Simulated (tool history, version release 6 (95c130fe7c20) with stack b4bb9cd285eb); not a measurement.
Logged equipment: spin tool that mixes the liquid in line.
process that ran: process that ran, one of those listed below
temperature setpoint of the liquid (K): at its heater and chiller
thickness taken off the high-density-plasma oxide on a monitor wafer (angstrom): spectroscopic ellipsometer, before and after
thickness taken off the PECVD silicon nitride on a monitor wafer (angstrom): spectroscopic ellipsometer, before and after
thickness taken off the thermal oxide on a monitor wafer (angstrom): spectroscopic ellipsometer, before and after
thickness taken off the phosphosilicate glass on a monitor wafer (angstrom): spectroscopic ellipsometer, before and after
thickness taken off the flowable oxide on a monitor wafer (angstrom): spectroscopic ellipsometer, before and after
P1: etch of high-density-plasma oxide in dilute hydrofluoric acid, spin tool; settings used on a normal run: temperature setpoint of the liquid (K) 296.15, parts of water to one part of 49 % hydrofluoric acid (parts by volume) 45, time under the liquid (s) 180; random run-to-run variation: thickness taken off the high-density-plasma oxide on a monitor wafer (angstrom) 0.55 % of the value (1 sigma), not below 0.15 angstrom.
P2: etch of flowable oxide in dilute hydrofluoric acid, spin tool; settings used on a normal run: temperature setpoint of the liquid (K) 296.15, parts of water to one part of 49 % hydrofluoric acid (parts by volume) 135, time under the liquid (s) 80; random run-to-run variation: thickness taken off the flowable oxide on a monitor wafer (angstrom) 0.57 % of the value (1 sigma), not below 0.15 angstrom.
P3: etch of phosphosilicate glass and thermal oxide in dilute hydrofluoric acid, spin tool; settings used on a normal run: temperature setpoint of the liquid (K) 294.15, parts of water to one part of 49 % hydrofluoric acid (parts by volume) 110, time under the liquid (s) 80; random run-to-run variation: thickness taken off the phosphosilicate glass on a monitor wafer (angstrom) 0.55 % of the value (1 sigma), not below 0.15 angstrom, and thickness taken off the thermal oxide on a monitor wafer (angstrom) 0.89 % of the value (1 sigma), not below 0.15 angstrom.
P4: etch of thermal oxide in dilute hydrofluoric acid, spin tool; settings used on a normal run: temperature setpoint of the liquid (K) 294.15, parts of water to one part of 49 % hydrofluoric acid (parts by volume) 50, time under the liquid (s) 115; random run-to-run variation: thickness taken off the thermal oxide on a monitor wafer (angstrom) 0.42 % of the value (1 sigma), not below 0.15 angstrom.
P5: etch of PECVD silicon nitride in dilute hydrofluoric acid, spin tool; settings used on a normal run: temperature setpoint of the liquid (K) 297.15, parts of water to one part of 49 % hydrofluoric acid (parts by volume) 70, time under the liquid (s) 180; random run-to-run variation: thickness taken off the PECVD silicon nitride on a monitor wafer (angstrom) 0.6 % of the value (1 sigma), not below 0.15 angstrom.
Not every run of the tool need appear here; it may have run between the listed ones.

run	hour	process that ran	temperature setpoint of the liquid (K)	parts of water to one part of 49 % hydrofluoric acid (parts by volume)	time under the liquid (s)	hours since the thermometer was replaced	hours since the hydrofluoric acid flow meter was replaced	thickness taken off the high-density-plasma oxide on a monitor wafer (angstrom)	thickness taken off the PECVD silicon nitride on a monitor wafer (angstrom)	thickness taken off the thermal oxide on a monitor wafer (angstrom)	thickness taken off the phosphosilicate glass on a monitor wafer (angstrom)	thickness taken off the flowable oxide on a monitor wafer (angstrom)
1	2.5	P1	296.15	45	180	776.4	1559.6	229.12				
2	5.1	P5	297.15	70	180	779	1562.2		44.275			
3	7.6	P5	297.15	70	180	781.5	1564.7		43.909			
4	12.4	P4	294.15	50	35	786.3	1569.5			30.824		
5	15.4	P1	296.15	30	55	789.3	1572.5	107.76				
6	18.9	P1	296.15	45	180	792.8	1576	229.22				
7	22.6	P3	294.15	200	80	796.5	1579.7			15.732	202.76	
8	25.1	P1	296.15	45	55	799	1582.2	70.059				
9	28.4	P1	290.65	60	180	802.3	1585.5	134.96				
10	31.2	P1	296.15	75	295	805.1	1588.3	216.31				
11	36	P2	296.15	135	80	809.9	1593.1					177.48
12	38.5	P2	296.15	135	80	812.4	1595.6					177.31
13	41.9	P1	296.15	45	180	815.8	1599	231.43				
14	44.5	P5	292.65	70	180	818.4	1601.6		32.096			
15	49.5	P2	290.65	135	80	823.4	1606.6					144.29
16	53.6	P1	296.15	45	340	827.5	1610.7	431.96				
17	58.2	P1	296.15	45	180	832.1	1615.3	230.3				
18	62.2	P5	297.15	70	345	836.1	1619.3		84.833			
19	64.8	P4	294.15	30	115	838.7	1621.9			172.28		
20	69.8	P4	290.15	50	115	843.7	1626.9			84.633		
21	74	P3	290.15	110	80	847.9	1631.1			26.815	348.42	
22	76.5	P1	292.15	45	180	850.4	1633.6	194.35				
23	80.1	P2	296.15	135	20	854	1637.2					44.295
24	82.6	P3	294.15	110	80	856.5	1639.7			30.55	407.26	
25	87.2	P1	296.15	45	180	861.1	1644.3	231.36				
26	91	P1	303.15	45	180	864.9	1648.1	305.31				
27	94.4	P5	297.15	110	180	868.3	1651.5		27.728			
28	98.7	P1	296.15	25	180	872.6	1655.8	421.97				
29	101	P4	294.15	50	115	874.9	1658.1			99.942		
30	105.4	P2	296.15	55	80	879.3	1662.5					477.5
31	107.7	P1	296.15	45	180	881.6	1664.8	226.96				
32	111	P3	294.15	110	20	884.9	1668.1			7.706	101.81	
33	115.6	P1	296.15	75	180	889.5	1672.7	133.22				
34	119.6	P1	296.15	45	180	893.5	1676.7	231.01				
35	124.4	P1	296.15	45	180	898.3	1681.5	238.78				
36	127	P1	296.15	45	180	900.9	1684.1	241.01				
37	132	P1	296.15	45	180	905.9	1689.1	246.75				
38	136.1	P1	296.15	45	180	910	1693.2	248.17				
39	139.1	P1	296.15	45	180	913	1696.2	248.36				
40	143.8	P1	296.15	45	180	917.7	1700.9	249.25				
41	147.8	P1	296.15	45	180	921.7	1704.9	250.32				
42	151	P1	296.15	45	180	924.9	1708.1	253.62				
43	153.7	P1	296.15	45	180	927.6	1710.8	250.36				
44	157.3	P1	296.15	45	180	931.2	1714.4	252.37				
45	160.6	P1	296.15	45	180	934.5	1717.7	251.95				

Compared with where it was, what P1 gives has crept away. Each cause listed below fits the log as well as the rest, at the size given for it:
A: hydrofluoric acid flow above the setpoint (%) = 8.84
B: liquid hotter than its thermometer reads (K) = 2.17
The onset of the drift is placed at about hour 119.6.

Of the 4 check runs listed below, each run on one wafer and each result written as a question mark, which would let you distinguish the listed causes because they would give clearly different results?
check 1	163.9	P2	296.15	135	80							?
check 2	163.9	P4	294.15	50	115					?		
check 3	163.9	P5	297.15	70	180				?			
check 4	163.9	P3	294.15	110	80					?	?	

What every check run would give for each of its results, assuming each possible cause in turn:
check	result	if A	if B
check 1	thickness taken off the flowable oxide on a monitor wafer (angstrom)	195.86	193.24
check 2	thickness taken off the thermal oxide on a monitor wafer (angstrom)	109.65	109.76
check 3	thickness taken off the PECVD silicon nitride on a monitor wafer (angstrom)	47.586	50.548
check 4	thickness taken off the thermal oxide on a monitor wafer (angstrom)	34.334	34.064
check 4	thickness taken off the phosphosilicate glass on a monitor wafer (angstrom)	447.38	443.85
Minimum pairwise separation of causes per check, each pair taken at its best-separating result: check 1 1.35 %; check 2 0.1 %; check 3 6.04 %; check 4 0.79 %
The causes can be told apart only by check 3. The other checks would give nearly the same results under each of them.

Here is what check 3 returned: thickness taken off the PECVD silicon nitride on a monitor wafer (angstrom) 47.627. Which cause is it?

It is A: hydrofluoric acid flow above the setpoint (%).
